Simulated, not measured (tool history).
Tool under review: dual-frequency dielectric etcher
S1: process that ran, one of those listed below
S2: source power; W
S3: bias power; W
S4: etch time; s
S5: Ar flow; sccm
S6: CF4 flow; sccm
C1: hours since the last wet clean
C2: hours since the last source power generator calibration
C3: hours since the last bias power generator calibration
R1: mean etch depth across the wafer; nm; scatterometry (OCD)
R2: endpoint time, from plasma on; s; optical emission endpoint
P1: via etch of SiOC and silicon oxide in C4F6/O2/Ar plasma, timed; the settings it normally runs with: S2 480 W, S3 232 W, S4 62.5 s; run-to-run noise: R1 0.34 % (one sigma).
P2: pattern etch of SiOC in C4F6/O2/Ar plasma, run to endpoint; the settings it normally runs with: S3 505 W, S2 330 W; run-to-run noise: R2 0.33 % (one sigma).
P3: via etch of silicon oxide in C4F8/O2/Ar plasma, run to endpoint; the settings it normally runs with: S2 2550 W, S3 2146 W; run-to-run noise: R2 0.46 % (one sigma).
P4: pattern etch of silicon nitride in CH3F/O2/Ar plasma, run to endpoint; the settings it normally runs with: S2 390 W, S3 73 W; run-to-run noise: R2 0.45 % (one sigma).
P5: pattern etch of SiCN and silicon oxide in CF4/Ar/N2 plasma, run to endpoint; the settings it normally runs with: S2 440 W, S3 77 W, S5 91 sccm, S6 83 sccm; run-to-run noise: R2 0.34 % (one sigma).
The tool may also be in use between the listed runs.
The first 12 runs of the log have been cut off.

{"run": 13, "hour": 72.7, "S1": "P2", "S2": 330, "S3": 505, "C1": 384.8, "C2": 522.7, "C3": 2534.5, "R2": 9.8521}
{"run": 14, "hour": 76.4, "S1": "P5", "S2": 440, "S3": 77, "S5": 91, "S6": 83, "C1": 388.5, "C2": 526.4, "C3": 2538.2, "R2": 14.884}
{"run": 15, "hour": 84.7, "S1": "P5", "S2": 560, "S3": 77, "S5": 91, "S6": 83, "C1": 396.8, "C2": 534.7, "C3": 2546.5, "R2": 12.01}
{"run": 16, "hour": 91.2, "S1": "P4", "S2": 390, "S3": 50, "C1": 403.3, "C2": 541.2, "C3": 2553.0, "R2": 70.529}
{"run": 17, "hour": 98.4, "S1": "P4", "S2": 480, "S3": 73, "C1": 410.5, "C2": 548.4, "C3": 2560.2, "R2": 57.333}
{"run": 18, "hour": 104.6, "S1": "P3", "S2": 2550, "S3": 2146, "C1": 416.7, "C2": 554.6, "C3": 2566.4, "R2": 236.25}
{"run": 19, "hour": 108.4, "S1": "P2", "S2": 460, "S3": 505, "C1": 420.5, "C2": 558.4, "C3": 2570.2, "R2": 8.7418}
{"run": 20, "hour": 114.3, "S1": "P1", "S2": 480, "S3": 188, "S4": 39.5, "C1": 426.4, "C2": 564.3, "C3": 2576.1, "R1": 48.799}

Run 21 is up next; what results do you expect?
{"run": 21, "hour": 119.4, "S1": "P5", "S2": 440, "S3": 77, "S5": 91, "S6": 83, "C1": 431.5, "C2": 569.4, "C3": 2581.2, "R2": "?"}

Logged for run 21: R2 15.0000 s.
